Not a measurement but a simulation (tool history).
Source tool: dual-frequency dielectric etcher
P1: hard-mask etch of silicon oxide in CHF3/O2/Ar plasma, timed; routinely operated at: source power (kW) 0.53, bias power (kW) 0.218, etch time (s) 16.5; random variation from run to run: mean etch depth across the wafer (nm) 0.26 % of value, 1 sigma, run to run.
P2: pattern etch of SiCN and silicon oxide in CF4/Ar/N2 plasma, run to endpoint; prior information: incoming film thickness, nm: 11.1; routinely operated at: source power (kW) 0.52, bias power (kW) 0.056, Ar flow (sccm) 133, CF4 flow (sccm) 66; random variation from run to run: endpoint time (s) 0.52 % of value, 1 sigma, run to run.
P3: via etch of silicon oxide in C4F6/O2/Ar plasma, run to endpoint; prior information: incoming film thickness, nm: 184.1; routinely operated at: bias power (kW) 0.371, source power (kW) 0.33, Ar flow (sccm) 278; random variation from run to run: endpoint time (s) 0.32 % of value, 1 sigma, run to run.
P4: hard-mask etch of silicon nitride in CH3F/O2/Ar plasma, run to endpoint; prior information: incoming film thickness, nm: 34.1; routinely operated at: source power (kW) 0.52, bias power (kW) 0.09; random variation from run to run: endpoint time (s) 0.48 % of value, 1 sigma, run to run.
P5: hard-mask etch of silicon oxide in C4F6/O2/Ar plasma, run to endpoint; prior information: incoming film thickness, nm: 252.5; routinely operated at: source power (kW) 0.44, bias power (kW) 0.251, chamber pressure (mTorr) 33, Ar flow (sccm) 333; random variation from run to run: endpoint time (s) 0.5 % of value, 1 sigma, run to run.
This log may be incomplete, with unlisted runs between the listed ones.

run     day  process that ran  source power (kW)  bias power (kW)  etch time (s)  Ar flow (sccm)  chamber pressure (mTorr)  CF4 flow (sccm)  hours since the last wet clean  hours since the last source power generator calibration  hours since the last bias power generator calibration  mean etch depth across the wafer (nm)  endpoint time (s)
  1   0.438                P1               0.53            0.218           16.5                                                                                      184.7                                                    444.3                                                 1242.6                                 33.615
  2   0.946                P3               0.46            0.371                            278                                                                      196.9                                                    456.5                                                 1254.8                                                    42.166
  3   1.442                P5               0.44            0.251                            447                        33                                            208.8                                                    468.4                                                 1266.7                                                    72.946
  4   1.862                P1               0.53            0.218             24                                                                                      218.9                                                    478.5                                                 1276.8                                 48.713
  5   2.292                P1               0.53            0.218           16.5                                                                                      229.2                                                    488.8                                                 1287.1                                 33.786
  6   3.058                P2               0.52            0.038                            133                                         66                           247.6                                                    507.2                                                 1305.5                                                    14.507
  7   3.575                P2               0.52            0.056                            133                                         66                             260                                                    519.6                                                 1317.9                                                    12.707
  8   4.142                P1               0.53            0.267           16.5                                                                                      273.6                                                    533.2                                                 1331.5                                 36.078
  9   4.671                P5               0.44            0.251                            333                        33                                            286.3                                                    545.9                                                 1344.2                                                    71.192
 10   5.346                P1               0.53            0.172           16.5                                                                                      302.5                                                    562.1                                                 1360.4                                 30.973
 11   5.888                P5               0.28            0.251                            333                        33                                            315.5                                                    575.1                                                 1373.4                                                    83.791
 12   6.538                P2               0.71            0.056                            133                                         66                           331.1                                                    590.7                                                   1389                                                    9.7608
 13   7.038                P4               0.52             0.09                                                                                                     343.1                                                    602.7                                                   1401                                                    41.734
 14   7.462                P1               0.53            0.218           12.5                                                                                      353.3                                                    612.9                                                 1411.2                                 25.483
 15   8.104                P3               0.33            0.261                            278                                                                      368.7                                                    628.3                                                 1426.6                                                    53.938
 16   8.625                P5               0.44            0.251                            333                      41.5                                            381.2                                                    640.8                                                 1439.1                                                    72.886
 17   9.392                P1               0.53            0.218           16.5                                                                                      399.6                                                    659.2                                                 1457.5                                 33.622
 18  10.146                P2               0.52            0.056                            104                                         66                           417.7                                                    677.3                                                 1475.6                                                    12.213
 19  10.846                P1                0.4            0.218             11                                                                                      434.5                                                    694.1                                                 1492.4                                 20.175
 20  11.538                P4               0.65             0.09                                                                                                     451.1                                                    710.7                                                   1509                                                    38.537
 21  12.179                P1               0.36            0.218           16.5                                                                                      466.5                                                    726.1                                                 1524.4                                 29.157
 22  12.925                P3               0.33            0.371                            353                                                                      484.4                                                      744                                                 1542.3                                                    49.083
 23  13.333                P5               0.44            0.346                            333                        33                                            494.2                                                    753.8                                                 1552.1                                                     63.39
 24  13.758                P3               0.33            0.371                            278                                                                      504.4                                                      764                                                 1562.3                                                    47.666
 25  14.162                P5               0.44            0.251                            333                        33                                            514.1                                                    773.7                                                   1572                                                    70.746
 26   14.55                P4               0.52            0.126                                                                                                     523.4                                                      783                                                 1581.3                                                    36.764
 27  15.246                P2               0.52            0.056                            133                                         66                           540.1                                                    799.7                                                   1598                                                    12.842
 28  16.042                P2               0.52            0.056                            133                                         88                           559.2                                                    818.8                                                 1617.1                                                    12.264
 29  16.383                P1               0.53            0.218           16.5                                                                                      567.4                                                      827                                                 1625.3                                 33.696
 30    16.9                P1               0.53            0.218           16.5                                                                                      579.8                                                    839.4                                                 1637.7                                 33.497
 31  17.383                P1               0.67            0.218           16.5                                                                                      591.4                                                      851                                                 1649.3                                 36.775
 32  18.025                P1               0.53            0.218           16.5                                                                                      606.8                                                    866.4                                                 1664.7                                 33.556
 33  18.625                P1               0.53            0.218           16.5                                                                                      621.2                                                    880.8                                                 1679.1                                 33.397
 34  19.146                P1               0.53            0.218           16.5                                                                                      633.7                                                    893.3                                                 1691.6                                 33.297
 35    19.8                P1               0.53            0.218           16.5                                                                                      649.4                                                      909                                                 1707.3                                 33.263
 36  20.196                P1               0.53            0.218           16.5                                                                                      658.9                                                    918.5                                                 1716.8                                 33.166
 37  20.825                P1               0.53            0.218           16.5                                                                                        674                                                    933.6                                                 1731.9                                 33.172
 38  21.521                P1               0.53            0.218           16.5                                                                                      690.7                                                    950.3                                                 1748.6                                   33.1
 39  22.038                P1               0.53            0.218           16.5                                                                                      703.1                                                    962.7                                                   1761                                 32.924
     22.279  -- wet clean of the chamber
 40  22.425                P1               0.53            0.218           16.5                                                                                        3.6                                                      972                                                 1770.3                                 33.071
 41  23.004                P1               0.53            0.218           16.5                                                                                       17.5                                                    985.9                                                 1784.2                                 33.146
 42  23.708                P1               0.53            0.218           16.5                                                                                       34.4                                                   1002.8                                                 1801.1                                 33.005

Something has made what P1 gives creep away from where it was; the 2 causes below, each at its own stated size, fit the log equally well:
A: source power that arrives under what is set, % = 4.11
B: bias power that arrives under what is set, % = 4.42
Onset of the creep was near day 18.025.
All other causes, with the reason each is excluded:
chamber walls in a state that lowers the etch rate, %: work on it at day 22.279, done after the drift set in, did not restore what the process gave before

Of the 4 check runs below, each run on 3 wafers with the results averaged and each result still a question mark, which one would tell the listed causes apart?
check 1  24.412                P2               0.65            0.043                            133                                         66                                                                                                                                                                                                         ?
check 2  24.412                P3               0.43            0.371                            278                                                                                                                                                                                                                                                    ?
check 3  24.412                P5               0.44            0.302                            439                        33                                                                                                                                                                                                                          ?
check 4  24.412                P4               0.62            0.107                                                                                                                                                                                                                                                                                   ?

What every check run would give for each of its results, assuming each possible cause in turn:
  check             result    if A    if B
check 1  endpoint time (s)  11.881  11.602
check 2  endpoint time (s)  43.846   43.86
check 3  endpoint time (s)  69.544  69.526
check 4  endpoint time (s)  37.637  37.658
Distance between the nearest two causes, measured in the result of the check that separates them most: check 1 2.37 %; check 2 0.03 %; check 3 0.03 %; check 4 0.06 %
Check 1 distinguishes between the causes, while the remaining checks would return nearly the same result for all of them.

Then check 1 was run and gave: endpoint time (s) 11.61. Which cause is it?

The cause is B: bias power that arrives under what is set, %.
